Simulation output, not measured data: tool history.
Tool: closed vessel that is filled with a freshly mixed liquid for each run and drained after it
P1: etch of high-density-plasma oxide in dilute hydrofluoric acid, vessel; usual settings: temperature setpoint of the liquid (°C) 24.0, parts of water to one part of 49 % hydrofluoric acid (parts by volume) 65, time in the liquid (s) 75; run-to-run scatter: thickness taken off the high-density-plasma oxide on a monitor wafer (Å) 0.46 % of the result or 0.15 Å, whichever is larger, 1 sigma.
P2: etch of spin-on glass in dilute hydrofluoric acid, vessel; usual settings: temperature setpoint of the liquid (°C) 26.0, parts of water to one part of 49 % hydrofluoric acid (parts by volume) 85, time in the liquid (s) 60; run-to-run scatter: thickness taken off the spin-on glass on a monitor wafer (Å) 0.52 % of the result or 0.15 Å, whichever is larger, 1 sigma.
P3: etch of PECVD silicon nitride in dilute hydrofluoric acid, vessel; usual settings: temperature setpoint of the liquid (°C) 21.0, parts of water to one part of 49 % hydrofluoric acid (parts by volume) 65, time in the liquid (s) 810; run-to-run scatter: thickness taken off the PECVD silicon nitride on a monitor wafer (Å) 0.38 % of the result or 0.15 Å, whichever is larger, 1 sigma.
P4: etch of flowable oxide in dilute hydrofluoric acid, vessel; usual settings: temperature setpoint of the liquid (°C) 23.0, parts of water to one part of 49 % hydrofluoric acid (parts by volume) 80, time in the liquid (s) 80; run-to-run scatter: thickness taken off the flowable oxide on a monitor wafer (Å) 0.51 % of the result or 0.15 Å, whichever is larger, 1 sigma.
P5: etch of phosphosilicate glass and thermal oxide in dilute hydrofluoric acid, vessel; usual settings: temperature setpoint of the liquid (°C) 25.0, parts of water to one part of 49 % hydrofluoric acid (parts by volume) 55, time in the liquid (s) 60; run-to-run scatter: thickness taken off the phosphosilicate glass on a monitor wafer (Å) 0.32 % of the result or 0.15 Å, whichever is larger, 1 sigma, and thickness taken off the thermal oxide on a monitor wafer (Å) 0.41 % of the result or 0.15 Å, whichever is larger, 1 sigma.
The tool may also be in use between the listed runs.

| run | day | process that ran | temperature setpoint of the liquid (°C) | parts of water to one part of 49 % hydrofluoric acid (parts by volume) | time in the liquid (s) | thickness taken off the high-density-plasma oxide on a monitor wafer (Å) | thickness taken off the flowable oxide on a monitor wafer (Å) | thickness taken off the phosphosilicate glass on a monitor wafer (Å) | thickness taken off the thermal oxide on a monitor wafer (Å) | thickness taken off the PECVD silicon nitride on a monitor wafer (Å) | thickness taken off the spin-on glass on a monitor wafer (Å) |
|---|---|---|---|---|---|---|---|---|---|---|---|
| 1 | 0.421 | P1 | 24.0 | 65 | 75 | 60.750 |  |  |  |  |  |
| 2 | 0.729 | P4 | 23.0 | 80 | 80 |  | 375.39 |  |  |  |  |
| 3 | 1.138 | P5 | 25.0 | 55 | 30 |  |  | 653.52 | 30.228 |  |  |
| 4 | 1.550 | P1 | 24.0 | 35 | 75 | 117.310 |  |  |  |  |  |
| 5 | 1.938 | P1 | 24.0 | 65 | 75 | 60.777 |  |  |  |  |  |
| 6 | 2.175 | P1 | 24.0 | 65 | 75 | 60.606 |  |  |  |  |  |
| 7 | 2.454 | P5 | 17.5 | 55 | 60 |  |  | 953.66 | 43.670 |  |  |
| 8 | 2.875 | P4 | 23.0 | 80 | 115 |  | 533.20 |  |  |  |  |
| 9 | 3.088 | P5 | 25.0 | 55 | 60 |  |  | 1312.60 | 59.496 |  |  |
| 10 | 3.400 | P1 | 28.5 | 65 | 75 | 72.552 |  |  |  |  |  |
| 11 | 3.608 | P3 | 21.0 | 110 | 810 |  |  |  |  | 101.56 |  |
| 12 | 4.004 | P1 | 31.5 | 35 | 75 | 158.700 |  |  |  |  |  |
| 13 | 4.325 | P1 | 24.0 | 65 | 125 | 100.400 |  |  |  |  |  |
| 14 | 4.583 | P1 | 30.5 | 90 | 75 | 54.990 |  |  |  |  |  |
| 15 | 5.021 | P2 | 26.0 | 85 | 60 |  |  |  |  |  | 343.19 |
| 16 | 5.375 | P5 | 25.0 | 20 | 60 |  |  | 3755.00 | 172.800 |  |  |
| 17 | 5.767 | P1 | 20.0 | 65 | 75 | 51.685 |  |  |  |  |  |
| 18 | 5.962 | P1 | 24.0 | 65 | 75 | 60.924 |  |  |  |  |  |
| 19 | 6.162 | P2 | 26.0 | 85 | 60 |  |  |  |  |  | 340.43 |
|  | 6.196 | hydrofluoric acid flow meter replaced |
| 20 | 6.367 | P4 | 17.5 | 80 | 80 |  | 295.25 |  |  |  |  |
| 21 | 6.733 | P1 | 24.0 | 65 | 75 | 60.362 |  |  |  |  |  |
| 22 | 7.175 | P3 | 24.5 | 65 | 810 |  |  |  |  | 213.68 |  |
| 23 | 7.496 | P2 | 26.0 | 145 | 60 |  |  |  |  |  | 183.44 |
| 24 | 7.846 | P2 | 33.0 | 85 | 60 |  |  |  |  |  | 447.58 |
| 25 | 8.288 | P1 | 24.0 | 65 | 75 | 59.986 |  |  |  |  |  |
| 26 | 8.596 | P5 | 25.0 | 55 | 60 |  |  | 1309.60 | 60.033 |  |  |
| 27 | 8.838 | P1 | 24.0 | 65 | 75 | 60.608 |  |  |  |  |  |
| 28 | 9.138 | P1 | 30.0 | 65 | 30 | 30.742 |  |  |  |  |  |
| 29 | 9.521 | P4 | 23.0 | 125 | 80 |  | 225.76 |  |  |  |  |
| 30 | 9.858 | P1 | 24.0 | 65 | 30 | 24.301 |  |  |  |  |  |
| 31 | 10.267 | P1 | 24.0 | 90 | 75 | 42.412 |  |  |  |  |  |
| 32 | 10.496 | P2 | 26.0 | 85 | 115 |  |  |  |  |  | 652.17 |
| 33 | 10.942 | P3 | 21.0 | 65 | 810 |  |  |  |  | 170.98 |  |
| 34 | 11.246 | P3 | 21.0 | 65 | 1405 |  |  |  |  | 297.12 |  |
| 35 | 11.600 | P1 | 24.0 | 65 | 75 | 60.505 |  |  |  |  |  |
| 36 | 11.850 | P1 | 24.0 | 65 | 75 | 62.301 |  |  |  |  |  |
| 37 | 12.125 | P1 | 24.0 | 65 | 75 | 64.277 |  |  |  |  |  |
| 38 | 12.446 | P1 | 24.0 | 65 | 75 | 63.954 |  |  |  |  |  |
| 39 | 12.846 | P1 | 24.0 | 65 | 75 | 65.314 |  |  |  |  |  |
| 40 | 13.054 | P1 | 24.0 | 65 | 75 | 65.865 |  |  |  |  |  |
| 41 | 13.300 | P1 | 24.0 | 65 | 75 | 65.289 |  |  |  |  |  |
| 42 | 13.721 | P1 | 24.0 | 65 | 75 | 65.946 |  |  |  |  |  |
| 43 | 14.146 | P1 | 24.0 | 65 | 75 | 65.589 |  |  |  |  |  |
| 44 | 14.379 | P1 | 24.0 | 65 | 75 | 66.639 |  |  |  |  |  |

What P1 gives has crept away from where it was. These 2 causes fit the log equally well, each at the size given:
A: liquid hotter than its thermometer reads (K) = 2.18
B: hydrofluoric acid flow above the setpoint (%) = 8.47
The creep began at about day 11.600.

4 check runs are offered, one wafer each, their results left as question marks. Which one tells the causes apart?
| check 1 | 14.612 | P5 | 20.5 | 40 | 60 |  |  | ? | ? |  |  |
| check 2 | 14.612 | P2 | 30.5 | 85 | 110 |  |  |  |  |  | ? |
| check 3 | 14.612 | P3 | 21.0 | 85 | 810 |  |  |  |  | ? |  |
| check 4 | 14.612 | P4 | 19.0 | 80 | 80 |  | ? |  |  |  |  |

What each check would give under each cause:
| check | result | if A | if B |
|---|---|---|---|
| check 1 | thickness taken off the phosphosilicate glass on a monitor wafer (Å) | 1666.00 | 1654.20 |
| check 1 | thickness taken off the thermal oxide on a monitor wafer (Å) | 76.301 | 75.762 |
| check 2 | thickness taken off the spin-on glass on a monitor wafer (Å) | 805.61 | 813.28 |
| check 3 | thickness taken off the PECVD silicon nitride on a monitor wafer (Å) | 151.64 | 141.78 |
| check 4 | thickness taken off the flowable oxide on a monitor wafer (Å) | 347.15 | 346.37 |
How far apart the two closest causes lie, in the result that separates them most: check 1 0.71 %; check 2 0.95 %; check 3 6.73 %; check 4 0.22 %
Only check 3 tells the causes apart: in the others they would give nearly the same result.

Then check 3 was run and gave: thickness taken off the PECVD silicon nitride on a monitor wafer (Å) 141.75. Which cause is it?

It is B: hydrofluoric acid flow above the setpoint (%).
